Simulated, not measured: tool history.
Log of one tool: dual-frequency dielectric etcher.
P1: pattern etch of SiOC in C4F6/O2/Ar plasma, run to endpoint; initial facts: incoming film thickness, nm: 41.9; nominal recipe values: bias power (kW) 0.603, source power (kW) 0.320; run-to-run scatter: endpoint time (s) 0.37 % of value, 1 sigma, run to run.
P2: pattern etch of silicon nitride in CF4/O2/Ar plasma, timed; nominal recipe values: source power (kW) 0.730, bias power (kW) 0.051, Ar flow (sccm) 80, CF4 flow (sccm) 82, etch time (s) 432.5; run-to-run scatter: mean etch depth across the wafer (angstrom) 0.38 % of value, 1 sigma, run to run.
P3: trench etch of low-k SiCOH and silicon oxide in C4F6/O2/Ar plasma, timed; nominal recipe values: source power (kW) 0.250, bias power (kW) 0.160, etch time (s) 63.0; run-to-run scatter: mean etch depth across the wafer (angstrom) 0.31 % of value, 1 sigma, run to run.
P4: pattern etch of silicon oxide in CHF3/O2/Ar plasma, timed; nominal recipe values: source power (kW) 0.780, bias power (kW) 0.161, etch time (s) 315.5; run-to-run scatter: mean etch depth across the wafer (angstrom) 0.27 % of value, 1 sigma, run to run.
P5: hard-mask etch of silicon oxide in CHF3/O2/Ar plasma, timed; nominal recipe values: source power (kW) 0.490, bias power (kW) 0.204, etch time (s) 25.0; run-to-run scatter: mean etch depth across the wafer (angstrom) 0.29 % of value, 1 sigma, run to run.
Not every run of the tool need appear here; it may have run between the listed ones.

run,hour,process that ran,bias power (kW),source power (kW),etch time (s),Ar flow (sccm),CF4 flow (sccm),hours since the last wet clean,hours since the last bias power generator calibration,hours since the last source power generator calibration,endpoint time (s),mean etch depth across the wafer (angstrom)
1,12.9,P1,0.603,0.320,,,,270.6,602.2,884.2,14.413,
2,27.3,P1,0.432,0.270,,,,285.0,616.6,898.6,17.355,
3,36.9,P3,0.126,0.250,63.0,,,294.6,626.2,908.2,,1462.80
4,46.6,P4,0.161,0.510,315.5,,,304.3,635.9,917.9,,5644.00
5,56.5,P2,0.051,0.730,432.5,80,82,314.2,645.8,927.8,,11192.00
6,68.0,P2,0.051,0.730,432.5,108,82,325.7,657.3,939.3,,10789.00
7,79.7,P5,0.204,0.490,16.0,,,337.4,669.0,951.0,,305.50
# hour 80.4: source power generator calibrated
# hour 82.4: bias power generator calibrated
8,89.1,P1,0.603,0.320,,,,346.8,6.8,8.7,14.297,
9,96.2,P1,0.603,0.320,,,,353.9,13.9,15.8,14.278,
10,107.3,P2,0.051,0.730,432.5,80,62,365.0,25.0,26.9,,10693.00
11,118.0,P3,0.160,0.250,34.5,,,375.7,35.7,37.6,,862.73
12,131.2,P3,0.160,0.250,63.0,,,388.9,48.9,50.8,,1587.80
13,139.8,P1,0.603,0.320,,,,397.5,57.5,59.4,14.437,
14,148.3,P1,0.457,0.320,,,,406.0,66.0,67.9,15.971,
15,163.5,P4,0.161,0.780,398.0,,,421.2,81.2,83.1,,8376.90
16,171.2,P2,0.051,0.590,432.5,80,82,428.9,88.9,90.8,,9320.50
17,178.2,P4,0.161,0.780,315.5,,,435.9,95.9,97.8,,6638.10
18,185.8,P5,0.204,0.340,25.0,,,443.5,103.5,105.4,,415.14
19,193.3,P1,0.603,0.320,,,,451.0,111.0,112.9,14.384,
20,207.8,P1,0.764,0.320,,,,465.5,125.5,127.4,13.078,
21,216.9,P2,0.051,0.730,578.0,80,82,474.6,134.6,136.5,,14892.00
22,225.7,P5,0.122,0.490,25.0,,,483.4,143.4,145.3,,402.74
23,235.0,P1,0.603,0.320,,,,492.7,152.7,154.6,14.368,
24,250.2,P1,0.603,0.250,,,,507.9,167.9,169.8,15.684,
25,262.1,P1,0.603,0.400,,,,519.8,179.8,181.7,13.248,
26,274.0,P5,0.204,0.490,25.0,,,531.7,191.7,193.6,,477.07
27,283.1,P2,0.051,0.730,432.5,80,82,540.8,200.8,202.7,,11219.00
28,296.7,P2,0.073,0.730,432.5,80,82,554.4,214.4,216.3,,12789.00
29,309.7,P1,0.383,0.210,,,,567.4,227.4,229.3,19.918,
30,317.7,P1,0.373,0.200,,,,575.4,235.4,237.3,20.288,
31,325.8,P1,0.603,0.320,,,,583.5,243.5,245.4,14.354,
32,336.6,P4,0.122,0.780,315.5,,,594.3,254.3,256.2,,6103.90
33,344.8,P3,0.160,0.310,63.0,,,602.5,262.5,264.4,,1722.50
34,355.0,P5,0.204,0.490,25.0,,,612.7,272.7,274.6,,478.98
35,362.2,P1,0.603,0.320,,,,619.9,279.9,281.8,14.343,
36,370.7,P1,0.603,0.320,,,,628.4,288.4,290.3,14.506,
37,382.0,P1,0.603,0.320,,,,639.7,299.7,301.6,14.538,
38,388.9,P1,0.603,0.320,,,,646.6,306.6,308.5,14.491,
39,403.7,P1,0.603,0.320,,,,661.4,321.4,323.3,14.593,
# hour 409.7: wet clean of the chamber
40,415.9,P1,0.603,0.320,,,,6.3,333.6,335.5,14.632,
41,431.4,P1,0.603,0.320,,,,21.8,349.1,351.0,14.595,
42,440.6,P1,0.603,0.320,,,,31.0,358.3,360.2,14.681,

P1 has crept away from where it was. The log is fitted equally well by each of these 2 causes, at the sizes shown:
A: bias power that arrives under what is set, % = 4.63
B: source power that arrives under what is set, % = 4.89
The creep began at about hour 362.2.
Other possible causes, and why each is ruled out:
chamber walls in a state that lowers the etch rate, %: serviced at hour 409.7, after the change had begun; the process did not return to its earlier output

Consider the 4 check runs below, whose results appear as question marks and each of which averages 2 wafers. Which one distinguishes the causes, in that each cause would give it a clearly different result?
check 1,449.8,P3,0.136,0.250,63.0,,,,,,,?
check 2,449.8,P2,0.060,0.730,558.5,80,82,,,,,?
check 3,449.8,P5,0.204,0.400,25.0,,,,,,,?
check 4,449.8,P4,0.161,0.540,315.5,,,,,,,?

If the cause were each of the candidates in turn, the checks would give the following:
check,result,if A,if B
check 1,mean etch depth across the wafer (angstrom),1482.90,1475.20
check 2,mean etch depth across the wafer (angstrom),15076.00,14691.00
check 3,mean etch depth across the wafer (angstrom),435.22,434.27
check 4,mean etch depth across the wafer (angstrom),5679.70,5659.10
Separation of the two closest causes in each check, using whichever result separates them best: check 1 0.51 %; check 2 2.59 %; check 3 0.22 %; check 4 0.36 %
Check 2 is the one run that separates the causes; every other check would come out nearly the same whichever cause is at work.

With check 2 done, the readings were: mean etch depth across the wafer (angstrom) 14687.00. Identify which of the listed causes applies.

B is the cause: source power that arrives under what is set, %.
